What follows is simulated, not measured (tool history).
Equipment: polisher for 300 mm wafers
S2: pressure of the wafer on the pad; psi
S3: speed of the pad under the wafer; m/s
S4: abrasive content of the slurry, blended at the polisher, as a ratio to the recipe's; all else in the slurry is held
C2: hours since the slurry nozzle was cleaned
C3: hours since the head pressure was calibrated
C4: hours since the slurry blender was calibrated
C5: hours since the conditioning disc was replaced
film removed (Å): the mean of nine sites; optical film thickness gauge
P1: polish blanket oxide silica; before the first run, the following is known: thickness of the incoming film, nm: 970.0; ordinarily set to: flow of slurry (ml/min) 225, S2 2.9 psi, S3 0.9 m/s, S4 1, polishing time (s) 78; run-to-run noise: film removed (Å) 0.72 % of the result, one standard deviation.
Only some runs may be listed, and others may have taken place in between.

run 1 day=0.567 | flow_of_slurry_(ml/min)=225 S2=2.9 S3=0.9 S4=1 polishing_time_(s)=78 | wafers_polished_on_this_pad=771 C2=239.8 C3=102.4 C4=118.8 C5=291.3 | film_removed_(Å)=1297.1
run 2 day=1.338 | flow_of_slurry_(ml/min)=225 S2=2.9 S3=0.42 S4=1 polishing_time_(s)=78 | wafers_polished_on_this_pad=898 C2=258.3 C3=120.9 C4=137.3 C5=309.8 | film_removed_(Å)=702.28
run 3 day=1.983 | flow_of_slurry_(ml/min)=225 S2=2.9 S3=0.9 S4=1 polishing_time_(s)=119 | wafers_polished_on_this_pad=1005 C2=273.8 C3=136.4 C4=152.8 C5=325.3 | film_removed_(Å)=1983.6
run 4 day=2.404 | flow_of_slurry_(ml/min)=225 S2=2.9 S3=0.9 S4=0.55 polishing_time_(s)=78 | wafers_polished_on_this_pad=1074 C2=283.9 C3=146.5 C4=162.9 C5=335.4 | film_removed_(Å)=941.56
run 5 day=3.017 | flow_of_slurry_(ml/min)=225 S2=2.9 S3=1.34 S4=1 polishing_time_(s)=78 | wafers_polished_on_this_pad=1175 C2=298.6 C3=161.2 C4=177.6 C5=350.1 | film_removed_(Å)=1795.8
run 6 day=3.488 | flow_of_slurry_(ml/min)=280 S2=2.9 S3=1.28 S4=1 polishing_time_(s)=78 | wafers_polished_on_this_pad=1253 C2=309.9 C3=172.5 C4=188.9 C5=361.4 | film_removed_(Å)=1768.3
run 7 day=4.267 | flow_of_slurry_(ml/min)=225 S2=2.9 S3=0.9 S4=1 polishing_time_(s)=78 | wafers_polished_on_this_pad=1381 C2=328.6 C3=191.2 C4=207.6 C5=380.1 | film_removed_(Å)=1301.1
-- day=4.35 slurry blender recalibrated
run 8 day=4.779 | flow_of_slurry_(ml/min)=225 S2=2.9 S3=0.9 S4=1 polishing_time_(s)=78 | wafers_polished_on_this_pad=1466 C2=340.9 C3=203.5 C4=10.3 C5=392.4 | film_removed_(Å)=1289.3
run 9 day=5.508 | flow_of_slurry_(ml/min)=225 S2=2.9 S3=0.46 S4=1 polishing_time_(s)=111 | wafers_polished_on_this_pad=1586 C2=358.4 C3=221 C4=27.8 C5=409.9 | film_removed_(Å)=1082.3
run 10 day=6.279 | flow_of_slurry_(ml/min)=225 S2=1.4 S3=0.9 S4=1 polishing_time_(s)=78 | wafers_polished_on_this_pad=1713 C2=376.9 C3=239.5 C4=46.3 C5=428.4 | film_removed_(Å)=626.65
run 11 day=6.654 | flow_of_slurry_(ml/min)=225 S2=2.9 S3=0.9 S4=1 polishing_time_(s)=78 | wafers_polished_on_this_pad=1775 C2=385.9 C3=248.5 C4=55.3 C5=437.4 | film_removed_(Å)=1286.7
run 12 day=7.142 | flow_of_slurry_(ml/min)=225 S2=2.9 S3=0.9 S4=1 polishing_time_(s)=48 | wafers_polished_on_this_pad=1856 C2=397.6 C3=260.2 C4=67 C5=449.1 | film_removed_(Å)=794.36
run 13 day=7.521 | flow_of_slurry_(ml/min)=225 S2=4.5 S3=0.9 S4=1 polishing_time_(s)=78 | wafers_polished_on_this_pad=1918 C2=406.7 C3=269.3 C4=76.1 C5=458.2 | film_removed_(Å)=2007.4
run 14 day=7.896 | flow_of_slurry_(ml/min)=305 S2=2.9 S3=0.9 S4=1 polishing_time_(s)=78 | wafers_polished_on_this_pad=1980 C2=415.7 C3=278.3 C4=85.1 C5=467.2 | film_removed_(Å)=1332.8

What does the tool deliver on the next run?
run 15 day=8.292 | flow_of_slurry_(ml/min)=225 S2=2.9 S3=0.9 S4=1 polishing_time_(s)=78 | wafers_polished_on_this_pad=2045 C2=425.2 C3=287.8 C4=94.6 C5=476.7 | film_removed_(Å)=?

Run 15 produced film removed (Å) 1297.6.
